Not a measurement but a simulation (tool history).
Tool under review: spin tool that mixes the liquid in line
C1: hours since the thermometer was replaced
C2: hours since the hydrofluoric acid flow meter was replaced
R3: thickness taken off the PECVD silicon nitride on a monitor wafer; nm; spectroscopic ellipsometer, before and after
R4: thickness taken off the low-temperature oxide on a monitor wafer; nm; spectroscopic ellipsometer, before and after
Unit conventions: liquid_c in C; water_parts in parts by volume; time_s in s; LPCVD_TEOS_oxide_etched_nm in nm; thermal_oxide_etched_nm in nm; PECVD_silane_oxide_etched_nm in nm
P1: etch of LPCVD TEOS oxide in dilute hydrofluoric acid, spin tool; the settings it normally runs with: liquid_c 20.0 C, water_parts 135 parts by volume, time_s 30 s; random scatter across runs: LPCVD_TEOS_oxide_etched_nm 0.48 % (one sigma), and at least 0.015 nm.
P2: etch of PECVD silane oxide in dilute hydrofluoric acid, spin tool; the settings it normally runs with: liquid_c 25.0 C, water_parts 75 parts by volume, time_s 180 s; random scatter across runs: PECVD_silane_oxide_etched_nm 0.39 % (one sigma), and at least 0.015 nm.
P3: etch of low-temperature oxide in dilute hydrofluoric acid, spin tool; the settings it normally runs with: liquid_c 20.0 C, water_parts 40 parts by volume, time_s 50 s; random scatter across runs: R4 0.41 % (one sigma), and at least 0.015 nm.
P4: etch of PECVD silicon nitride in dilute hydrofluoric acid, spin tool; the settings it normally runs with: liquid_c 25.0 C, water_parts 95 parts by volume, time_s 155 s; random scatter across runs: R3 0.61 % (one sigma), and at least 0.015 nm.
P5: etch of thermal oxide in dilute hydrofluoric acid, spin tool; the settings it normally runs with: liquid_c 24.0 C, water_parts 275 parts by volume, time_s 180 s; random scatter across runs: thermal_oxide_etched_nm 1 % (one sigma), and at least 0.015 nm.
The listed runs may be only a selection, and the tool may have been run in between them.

{"run": 1, "hour": 3.5, "process": "P1", "liquid_c": 20.0, "water_parts": 135, "time_s": 30, "C1": 1527.3, "C2": 725.1, "LPCVD_TEOS_oxide_etched_nm": 4.8511}
{"run": 2, "hour": 6.1, "process": "P1", "liquid_c": 20.0, "water_parts": 135, "time_s": 30, "C1": 1529.9, "C2": 727.7, "LPCVD_TEOS_oxide_etched_nm": 4.8484}
{"run": 3, "hour": 10.3, "process": "P5", "liquid_c": 24.0, "water_parts": 105, "time_s": 180, "C1": 1534.1, "C2": 731.9, "thermal_oxide_etched_nm": 8.2686}
{"run": 4, "hour": 13.1, "process": "P1", "liquid_c": 20.0, "water_parts": 135, "time_s": 30, "C1": 1536.9, "C2": 734.7, "LPCVD_TEOS_oxide_etched_nm": 4.8894}
{"run": 5, "hour": 16.6, "process": "P4", "liquid_c": 25.0, "water_parts": 95, "time_s": 285, "C1": 1540.4, "C2": 738.2, "R3": 8.7832}
{"run": 6, "hour": 19.8, "process": "P3", "liquid_c": 20.0, "water_parts": 40, "time_s": 30, "C1": 1543.6, "C2": 741.4, "R4": 20.374}
{"run": 7, "hour": 23.1, "process": "P1", "liquid_c": 17.0, "water_parts": 135, "time_s": 30, "C1": 1546.9, "C2": 744.7, "LPCVD_TEOS_oxide_etched_nm": 4.2882}
{"run": 8, "hour": 27.6, "process": "P1", "liquid_c": 27.5, "water_parts": 135, "time_s": 15, "C1": 1551.4, "C2": 749.2, "LPCVD_TEOS_oxide_etched_nm": 3.2288}
{"run": 9, "hour": 31.8, "process": "P1", "liquid_c": 20.0, "water_parts": 135, "time_s": 30, "C1": 1555.6, "C2": 753.4, "LPCVD_TEOS_oxide_etched_nm": 4.8437}
{"run": 10, "hour": 36.3, "process": "P1", "liquid_c": 20.0, "water_parts": 135, "time_s": 30, "C1": 1560.1, "C2": 757.9, "LPCVD_TEOS_oxide_etched_nm": 4.8547}
{"run": 11, "hour": 40.1, "process": "P2", "liquid_c": 25.0, "water_parts": 75, "time_s": 25, "C1": 1563.9, "C2": 761.7, "PECVD_silane_oxide_etched_nm": 6.0873}
{"run": 12, "hour": 42.6, "process": "P3", "liquid_c": 25.0, "water_parts": 40, "time_s": 50, "C1": 1566.4, "C2": 764.2, "R4": 41.688}
{"run": 13, "hour": 47.7, "process": "P2", "liquid_c": 25.0, "water_parts": 130, "time_s": 180, "C1": 1571.5, "C2": 769.3, "PECVD_silane_oxide_etched_nm": 23.328}
{"run": 14, "hour": 51.9, "process": "P5", "liquid_c": 24.0, "water_parts": 275, "time_s": 180, "C1": 1575.7, "C2": 773.5, "thermal_oxide_etched_nm": 2.5537}
{"run": 15, "hour": 56.0, "process": "P1", "liquid_c": 20.0, "water_parts": 135, "time_s": 30, "C1": 1579.8, "C2": 777.6, "LPCVD_TEOS_oxide_etched_nm": 4.8534}
{"run": 16, "hour": 60.7, "process": "P1", "liquid_c": 20.0, "water_parts": 135, "time_s": 30, "C1": 1584.5, "C2": 782.3, "LPCVD_TEOS_oxide_etched_nm": 4.8735}
{"run": 17, "hour": 63.9, "process": "P1", "liquid_c": 20.0, "water_parts": 135, "time_s": 60, "C1": 1587.7, "C2": 785.5, "LPCVD_TEOS_oxide_etched_nm": 9.8014}
{"run": 18, "hour": 66.8, "process": "P1", "liquid_c": 20.0, "water_parts": 190, "time_s": 45, "C1": 1590.6, "C2": 788.4, "LPCVD_TEOS_oxide_etched_nm": 4.9049}
{"run": 19, "hour": 69.8, "process": "P1", "liquid_c": 20.0, "water_parts": 135, "time_s": 15, "C1": 1593.6, "C2": 791.4, "LPCVD_TEOS_oxide_etched_nm": 2.4538}
{"run": 20, "hour": 72.0, "process": "P2", "liquid_c": 25.0, "water_parts": 75, "time_s": 180, "C1": 1595.8, "C2": 793.6, "PECVD_silane_oxide_etched_nm": 43.049}
{"run": 21, "hour": 74.3, "process": "P1", "liquid_c": 20.0, "water_parts": 195, "time_s": 30, "C1": 1598.1, "C2": 795.9, "LPCVD_TEOS_oxide_etched_nm": 3.1958}
{"run": 22, "hour": 79.1, "process": "P4", "liquid_c": 25.0, "water_parts": 175, "time_s": 155, "C1": 1602.9, "C2": 800.7, "R3": 2.6149}
{"run": 23, "hour": 82.1, "process": "P3", "liquid_c": 20.0, "water_parts": 65, "time_s": 50, "C1": 1605.9, "C2": 803.7, "R4": 20.21}
{"hour": 82.7, "done": "thermometer replaced"}
{"run": 24, "hour": 86.2, "process": "P5", "liquid_c": 29.5, "water_parts": 275, "time_s": 180, "C1": 3.6, "C2": 807.8, "thermal_oxide_etched_nm": 3.122}
{"run": 25, "hour": 90.6, "process": "P1", "liquid_c": 24.5, "water_parts": 135, "time_s": 30, "C1": 8.0, "C2": 812.2, "LPCVD_TEOS_oxide_etched_nm": 5.8402}
{"run": 26, "hour": 93.5, "process": "P3", "liquid_c": 20.0, "water_parts": 40, "time_s": 50, "C1": 10.9, "C2": 815.1, "R4": 33.869}
{"run": 27, "hour": 97.4, "process": "P5", "liquid_c": 24.0, "water_parts": 275, "time_s": 70, "C1": 14.8, "C2": 819.0, "thermal_oxide_etched_nm": 1.0007}
{"run": 28, "hour": 102.2, "process": "P2", "liquid_c": 25.0, "water_parts": 75, "time_s": 180, "C1": 19.6, "C2": 823.8, "PECVD_silane_oxide_etched_nm": 43.675}
{"run": 29, "hour": 107.0, "process": "P4", "liquid_c": 31.5, "water_parts": 95, "time_s": 155, "C1": 24.4, "C2": 828.6, "R3": 7.2262}
{"run": 30, "hour": 109.5, "process": "P4", "liquid_c": 25.0, "water_parts": 95, "time_s": 155, "C1": 26.9, "C2": 831.1, "R3": 4.796}
{"run": 31, "hour": 112.1, "process": "P1", "liquid_c": 20.0, "water_parts": 45, "time_s": 30, "C1": 29.5, "C2": 833.7, "LPCVD_TEOS_oxide_etched_nm": 16.206}
{"run": 32, "hour": 116.9, "process": "P2", "liquid_c": 21.0, "water_parts": 75, "time_s": 180, "C1": 34.3, "C2": 838.5, "PECVD_silane_oxide_etched_nm": 36.926}
{"run": 33, "hour": 119.2, "process": "P1", "liquid_c": 20.0, "water_parts": 135, "time_s": 30, "C1": 36.6, "C2": 840.8, "LPCVD_TEOS_oxide_etched_nm": 4.8382}
{"run": 34, "hour": 122.0, "process": "P1", "liquid_c": 20.0, "water_parts": 135, "time_s": 30, "C1": 39.4, "C2": 843.6, "LPCVD_TEOS_oxide_etched_nm": 4.7558}
{"run": 35, "hour": 125.6, "process": "P1", "liquid_c": 20.0, "water_parts": 135, "time_s": 30, "C1": 43.0, "C2": 847.2, "LPCVD_TEOS_oxide_etched_nm": 4.5644}
{"run": 36, "hour": 129.7, "process": "P1", "liquid_c": 20.0, "water_parts": 135, "time_s": 30, "C1": 47.1, "C2": 851.3, "LPCVD_TEOS_oxide_etched_nm": 4.4605}
{"run": 37, "hour": 133.6, "process": "P1", "liquid_c": 20.0, "water_parts": 135, "time_s": 30, "C1": 51.0, "C2": 855.2, "LPCVD_TEOS_oxide_etched_nm": 4.5033}
{"run": 38, "hour": 138.3, "process": "P1", "liquid_c": 20.0, "water_parts": 135, "time_s": 30, "C1": 55.7, "C2": 859.9, "LPCVD_TEOS_oxide_etched_nm": 4.5009}
{"run": 39, "hour": 142.4, "process": "P1", "liquid_c": 20.0, "water_parts": 135, "time_s": 30, "C1": 59.8, "C2": 864.0, "LPCVD_TEOS_oxide_etched_nm": 4.4824}
{"run": 40, "hour": 147.5, "process": "P1", "liquid_c": 20.0, "water_parts": 135, "time_s": 30, "C1": 64.9, "C2": 869.1, "LPCVD_TEOS_oxide_etched_nm": 4.4488}

The output of P1 has drifted from where it used to be. Each of the 2 causes below, taken at the size shown beside it, accounts for the log equally well:
A: liquid colder than its thermometer reads (K) = 2.37
B: hydrofluoric acid flow below the setpoint (%) = 8.02
The drift started at roughly hour 119.2.

The check runs listed below each take one wafer, and their results are still question marks. Under which run would the listed causes lead to clearly different results?
{"run": "check 1", "hour": 152.6, "process": "P4", "liquid_c": 25.0, "water_parts": 175, "time_s": 265, "R3": "?"}
{"run": "check 2", "hour": 152.6, "process": "P2", "liquid_c": 25.0, "water_parts": 130, "time_s": 110, "PECVD_silane_oxide_etched_nm": "?"}
{"run": "check 3", "hour": 152.6, "process": "P5", "liquid_c": 24.0, "water_parts": 125, "time_s": 180, "thermal_oxide_etched_nm": "?"}
{"run": "check 4", "hour": 152.6, "process": "P3", "liquid_c": 24.0, "water_parts": 60, "time_s": 50, "R4": "?"}

How each check would come out, cause by cause:
check=check_1 result=R3 if_A=3.8411 if_B=4.1133
check=check_2 result=PECVD_silane_oxide_etched_nm if_A=13.0180 if_B=12.9520
check=check_3 result=thermal_oxide_etched_nm if_A=6.0971 if_B=6.0780
check=check_4 result=R4 if_A=23.621 if_B=23.794
Gap, in per cent, between the two causes that each check separates least, read from the result that separates them most: check 1 6.85 %; check 2 0.51 %; check 3 0.31 %; check 4 0.73 %
Check 1 distinguishes between the causes, while the remaining checks would return nearly the same result for all of them.

With check 1 done, the readings were: R3 4.1092 nm. Identify which of the listed causes applies.

The correct cause is B, namely: hydrofluoric acid flow below the setpoint (%).

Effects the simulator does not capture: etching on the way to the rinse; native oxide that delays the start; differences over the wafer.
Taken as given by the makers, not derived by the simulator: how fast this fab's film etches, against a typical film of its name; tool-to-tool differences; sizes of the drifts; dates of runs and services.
